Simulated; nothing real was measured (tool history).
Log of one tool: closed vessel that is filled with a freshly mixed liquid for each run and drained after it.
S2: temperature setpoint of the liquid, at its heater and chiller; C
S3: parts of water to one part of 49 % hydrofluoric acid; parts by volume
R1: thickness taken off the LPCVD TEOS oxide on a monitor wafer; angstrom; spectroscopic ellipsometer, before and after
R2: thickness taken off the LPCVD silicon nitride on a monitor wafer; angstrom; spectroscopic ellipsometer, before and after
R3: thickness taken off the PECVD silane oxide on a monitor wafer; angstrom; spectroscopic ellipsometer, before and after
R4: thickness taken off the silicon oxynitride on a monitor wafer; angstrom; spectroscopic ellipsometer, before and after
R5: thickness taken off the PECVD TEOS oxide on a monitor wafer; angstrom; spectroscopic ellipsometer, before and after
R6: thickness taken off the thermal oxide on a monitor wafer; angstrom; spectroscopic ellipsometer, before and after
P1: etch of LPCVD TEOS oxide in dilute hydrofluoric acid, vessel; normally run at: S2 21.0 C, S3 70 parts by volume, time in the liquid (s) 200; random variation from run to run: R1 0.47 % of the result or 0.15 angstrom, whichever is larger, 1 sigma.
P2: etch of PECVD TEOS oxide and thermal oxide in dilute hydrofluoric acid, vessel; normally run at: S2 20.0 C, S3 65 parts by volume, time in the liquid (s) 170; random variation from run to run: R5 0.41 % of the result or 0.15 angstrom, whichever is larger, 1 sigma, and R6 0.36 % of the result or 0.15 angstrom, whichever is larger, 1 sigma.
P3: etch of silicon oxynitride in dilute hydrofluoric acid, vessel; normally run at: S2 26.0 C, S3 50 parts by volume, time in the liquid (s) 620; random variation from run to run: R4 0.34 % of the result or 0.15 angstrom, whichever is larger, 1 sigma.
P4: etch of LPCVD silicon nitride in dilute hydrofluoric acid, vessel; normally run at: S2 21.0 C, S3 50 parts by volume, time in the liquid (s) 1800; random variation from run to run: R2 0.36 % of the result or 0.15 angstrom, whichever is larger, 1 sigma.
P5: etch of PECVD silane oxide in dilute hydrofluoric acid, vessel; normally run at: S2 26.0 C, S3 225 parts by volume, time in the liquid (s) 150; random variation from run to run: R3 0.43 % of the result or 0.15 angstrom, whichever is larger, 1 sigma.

{"run": 1, "hour": 13.2, "process that ran": "P1", "S2": 21.0, "S3": 70, "time in the liquid (s)": 200, "R1": 437.03}
{"run": 2, "hour": 20.5, "process that ran": "P1", "S2": 21.0, "S3": 70, "time in the liquid (s)": 200, "R1": 440.33}
{"run": 3, "hour": 29.5, "process that ran": "P4", "S2": 17.0, "S3": 50, "time in the liquid (s)": 1800, "R2": 105.57}
{"run": 4, "hour": 35.7, "process that ran": "P1", "S2": 21.0, "S3": 70, "time in the liquid (s)": 390, "R1": 854.41}
{"run": 5, "hour": 49.5, "process that ran": "P5", "S2": 26.0, "S3": 225, "time in the liquid (s)": 150, "R3": 148.97}
{"run": 6, "hour": 59.9, "process that ran": "P4", "S2": 21.0, "S3": 20, "time in the liquid (s)": 1800, "R2": 338.12}
{"run": 7, "hour": 66.6, "process that ran": "P1", "S2": 21.0, "S3": 30, "time in the liquid (s)": 200, "R1": 1077.7}
{"run": 8, "hour": 75.4, "process that ran": "P5", "S2": 26.0, "S3": 130, "time in the liquid (s)": 150, "R3": 285.19}
{"run": 9, "hour": 85.5, "process that ran": "P3", "S2": 34.0, "S3": 50, "time in the liquid (s)": 620, "R4": 590.32}
{"run": 10, "hour": 92.2, "process that ran": "P1", "S2": 28.0, "S3": 70, "time in the liquid (s)": 200, "R1": 580.57}
{"run": 11, "hour": 103.9, "process that ran": "P4", "S2": 21.0, "S3": 50, "time in the liquid (s)": 3565, "R2": 276.63}
{"run": 12, "hour": 114.2, "process that ran": "P2", "S2": 20.0, "S3": 65, "time in the liquid (s)": 320, "R5": 376.96, "R6": 215.64}
{"run": 13, "hour": 120.8, "process that ran": "P2", "S2": 20.0, "S3": 115, "time in the liquid (s)": 170, "R5": 106.58, "R6": 60.717}
{"run": 14, "hour": 128.7, "process that ran": "P1", "S2": 21.0, "S3": 125, "time in the liquid (s)": 200, "R1": 230.74}
{"run": 15, "hour": 139.9, "process that ran": "P2", "S2": 20.0, "S3": 65, "time in the liquid (s)": 170, "R5": 200.58, "R6": 114.12}
{"run": 16, "hour": 152.5, "process that ran": "P5", "S2": 18.5, "S3": 225, "time in the liquid (s)": 150, "R3": 111.82}
{"hour": 154.8, "done": "thermometer replaced"}
{"run": 17, "hour": 166.3, "process that ran": "P1", "S2": 17.0, "S3": 100, "time in the liquid (s)": 200, "R1": 250.66}
{"run": 18, "hour": 174.4, "process that ran": "P1", "S2": 17.0, "S3": 70, "time in the liquid (s)": 200, "R1": 373.98}
{"run": 19, "hour": 183.8, "process that ran": "P1", "S2": 21.0, "S3": 70, "time in the liquid (s)": 95, "R1": 207.74}
{"run": 20, "hour": 195.2, "process that ran": "P1", "S2": 21.0, "S3": 70, "time in the liquid (s)": 200, "R1": 438.88}
{"run": 21, "hour": 206.5, "process that ran": "P2", "S2": 20.0, "S3": 65, "time in the liquid (s)": 170, "R5": 200.0, "R6": 115.06}
{"run": 22, "hour": 213.3, "process that ran": "P4", "S2": 21.0, "S3": 50, "time in the liquid (s)": 1800, "R2": 139.4}
{"run": 23, "hour": 226.6, "process that ran": "P1", "S2": 21.0, "S3": 70, "time in the liquid (s)": 200, "R1": 436.97}
{"run": 24, "hour": 235.1, "process that ran": "P3", "S2": 26.0, "S3": 50, "time in the liquid (s)": 620, "R4": 407.49}

Forecast run 25:
{"run": 25, "hour": 248.0, "process that ran": "P2", "S2": 17.0, "S3": 65, "time in the liquid (s)": 170, "R5": "?", "R6": "?"}

R5: 176.51 angstrom
R6: 100.820 angstrom
